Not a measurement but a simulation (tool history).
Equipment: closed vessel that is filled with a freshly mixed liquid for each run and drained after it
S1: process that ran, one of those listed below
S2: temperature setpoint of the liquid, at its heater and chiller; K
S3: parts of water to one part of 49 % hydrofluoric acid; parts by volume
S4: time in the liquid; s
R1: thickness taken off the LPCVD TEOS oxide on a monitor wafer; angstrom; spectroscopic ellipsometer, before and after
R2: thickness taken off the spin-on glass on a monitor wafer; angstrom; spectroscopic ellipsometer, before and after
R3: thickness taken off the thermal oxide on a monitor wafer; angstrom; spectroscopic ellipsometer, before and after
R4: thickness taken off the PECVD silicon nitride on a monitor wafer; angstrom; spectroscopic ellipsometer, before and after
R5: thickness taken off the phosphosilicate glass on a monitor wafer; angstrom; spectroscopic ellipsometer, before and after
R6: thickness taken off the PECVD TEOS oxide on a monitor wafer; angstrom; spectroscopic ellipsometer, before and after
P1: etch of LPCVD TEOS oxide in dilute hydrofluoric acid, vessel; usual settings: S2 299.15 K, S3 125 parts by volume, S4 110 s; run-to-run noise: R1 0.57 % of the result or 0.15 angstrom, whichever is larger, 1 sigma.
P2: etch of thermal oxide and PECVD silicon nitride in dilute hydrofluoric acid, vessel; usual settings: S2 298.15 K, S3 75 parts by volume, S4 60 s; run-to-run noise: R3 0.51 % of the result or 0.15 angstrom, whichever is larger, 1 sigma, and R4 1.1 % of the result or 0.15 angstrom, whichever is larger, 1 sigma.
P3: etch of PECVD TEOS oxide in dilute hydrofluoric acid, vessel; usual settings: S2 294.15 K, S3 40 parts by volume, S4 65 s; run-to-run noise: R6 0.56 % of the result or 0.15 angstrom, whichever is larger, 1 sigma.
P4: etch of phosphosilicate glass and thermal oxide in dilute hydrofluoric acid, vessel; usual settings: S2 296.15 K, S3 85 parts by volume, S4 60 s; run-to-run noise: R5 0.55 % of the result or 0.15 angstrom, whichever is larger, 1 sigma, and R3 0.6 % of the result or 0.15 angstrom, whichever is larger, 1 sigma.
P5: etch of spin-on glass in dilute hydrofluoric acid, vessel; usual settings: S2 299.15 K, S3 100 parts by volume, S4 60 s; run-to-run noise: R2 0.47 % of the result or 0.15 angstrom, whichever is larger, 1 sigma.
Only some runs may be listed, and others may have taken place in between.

run 1 hour=6.1 | S1=P1 S2=299.15 S3=125 S4=110 | R1=505.08
run 2 hour=13.2 | S1=P1 S2=299.15 S3=125 S4=110 | R1=516.59
run 3 hour=20.9 | S1=P5 S2=299.15 S3=140 S4=60 | R2=101.03
run 4 hour=26.1 | S1=P1 S2=303.65 S3=125 S4=110 | R1=605.73
run 5 hour=36.1 | S1=P2 S2=298.15 S3=75 S4=90 | R3=64.299 R4=27.540
run 6 hour=43.5 | S1=P1 S2=299.15 S3=125 S4=30 | R1=138.42
run 7 hour=54.5 | S1=P5 S2=299.15 S3=100 S4=60 | R2=149.96
run 8 hour=64.2 | S1=P2 S2=294.15 S3=75 S4=60 | R3=37.077 R4=13.677
run 9 hour=70.4 | S1=P2 S2=298.15 S3=75 S4=60 | R3=42.835 R4=18.521
run 10 hour=77.6 | S1=P4 S2=296.15 S3=85 S4=110 | R3=60.187 R5=1159.40
run 11 hour=83.2 | S1=P1 S2=299.15 S3=125 S4=110 | R1=507.94
run 12 hour=93.7 | S1=P3 S2=294.15 S3=65 S4=65 | R6=142.99
run 13 hour=100.1 | S1=P1 S2=291.15 S3=30 S4=110 | R1=1715.40
run 14 hour=109.2 | S1=P4 S2=296.15 S3=120 S4=60 | R3=22.319 R5=432.45
run 15 hour=120.1 | S1=P1 S2=299.15 S3=125 S4=110 | R1=509.79
run 16 hour=130.7 | S1=P5 S2=299.15 S3=100 S4=110 | R2=271.16
run 17 hour=137.2 | S1=P3 S2=302.65 S3=40 S4=65 | R6=341.14
run 18 hour=145.8 | S1=P1 S2=299.15 S3=35 S4=30 | R1=558.63
run 19 hour=151.8 | S1=P2 S2=298.15 S3=75 S4=60 | R3=42.976 R4=18.714
run 20 hour=157.3 | S1=P4 S2=296.15 S3=85 S4=60 | R3=32.925 R5=628.80
run 21 hour=168.5 | S1=P2 S2=298.15 S3=20 S4=60 | R3=174.990 R4=65.167
run 22 hour=176.7 | S1=P3 S2=294.15 S3=40 S4=65 | R6=239.62
run 23 hour=181.9 | S1=P3 S2=294.15 S3=40 S4=130 | R6=473.61
run 24 hour=193.4 | S1=P3 S2=294.15 S3=40 S4=65 | R6=237.46
run 25 hour=201.0 | S1=P1 S2=293.15 S3=125 S4=110 | R1=402.45
run 26 hour=212.6 | S1=P1 S2=299.15 S3=125 S4=185 | R1=854.57
run 27 hour=219.1 | S1=P1 S2=299.15 S3=60 S4=50 | R1=519.70
run 28 hour=229.6 | S1=P5 S2=293.15 S3=100 S4=60 | R2=117.27
run 29 hour=241.0 | S1=P1 S2=299.15 S3=25 S4=110 | R1=2909.10
run 30 hour=251.0 | S1=P1 S2=299.15 S3=215 S4=110 | R1=267.76
run 31 hour=258.0 | S1=P4 S2=290.65 S3=85 S4=60 | R3=25.914 R5=499.71
run 32 hour=263.6 | S1=P1 S2=299.15 S3=125 S4=110 | R1=509.43
run 33 hour=274.4 | S1=P1 S2=299.15 S3=125 S4=110 | R1=498.76
run 34 hour=283.4 | S1=P1 S2=299.15 S3=125 S4=110 | R1=488.07
run 35 hour=293.6 | S1=P1 S2=299.15 S3=125 S4=110 | R1=484.67
run 36 hour=299.3 | S1=P1 S2=299.15 S3=125 S4=110 | R1=475.52
run 37 hour=309.0 | S1=P1 S2=299.15 S3=125 S4=110 | R1=480.20
run 38 hour=316.6 | S1=P1 S2=299.15 S3=125 S4=110 | R1=478.61
run 39 hour=322.3 | S1=P1 S2=299.15 S3=125 S4=110 | R1=475.34
run 40 hour=329.4 | S1=P1 S2=299.15 S3=125 S4=110 | R1=476.65
run 41 hour=334.9 | S1=P1 S2=299.15 S3=125 S4=110 | R1=476.33
run 42 hour=342.2 | S1=P1 S2=299.15 S3=125 S4=110 | R1=472.23
run 43 hour=352.6 | S1=P1 S2=299.15 S3=125 S4=110 | R1=471.89

The log shows P1 creeping away from where it was. Any of the 2 causes listed here, at the size stated for it, fits the log just as well as the others:
A: liquid colder than its thermometer reads (K) = 1.9
B: hydrofluoric acid flow below the setpoint (%) = 6.11
Creep in the process output first set in at about hour 263.6.

Which of the 4 check runs listed below, each an average over 2 wafers with its results shown as question marks, gives clearly different results under the different listed causes?
run check 1 hour=363.0 | S1=P2 S2=298.15 S3=20 S4=60 | R3=? R4=?
run check 2 hour=363.0 | S1=P5 S2=295.15 S3=100 S4=100 | R2=?
run check 3 hour=363.0 | S1=P4 S2=296.15 S3=85 S4=100 | R3=? R5=?
run check 4 hour=363.0 | S1=P3 S2=298.65 S3=60 S4=65 | R6=?

Expected result of each check under each candidate cause:
check=check_1 result=R3 if_A=160.900 if_B=163.400
check=check_1 result=R4 if_A=58.508 if_B=62.755
check=check_2 result=R2 if_A=195.62 if_B=196.93
check=check_3 result=R3 if_A=50.354 if_B=50.740
check=check_3 result=R5 if_A=972.97 if_B=980.42
check=check_4 result=R6 if_A=172.32 if_B=173.87
Per check, the gap between the least separated pair of causes, taken in the result that splits them most: check 1 7.01 %; check 2 0.67 %; check 3 0.76 %; check 4 0.9 %
Only check 1 tells the causes apart: in the others they would give nearly the same result.

Then check 1 was run and gave: R3 160.990 angstrom; R4 58.264 angstrom. Which cause is it?

Of the candidate causes, it is A: liquid colder than its thermometer reads (K).
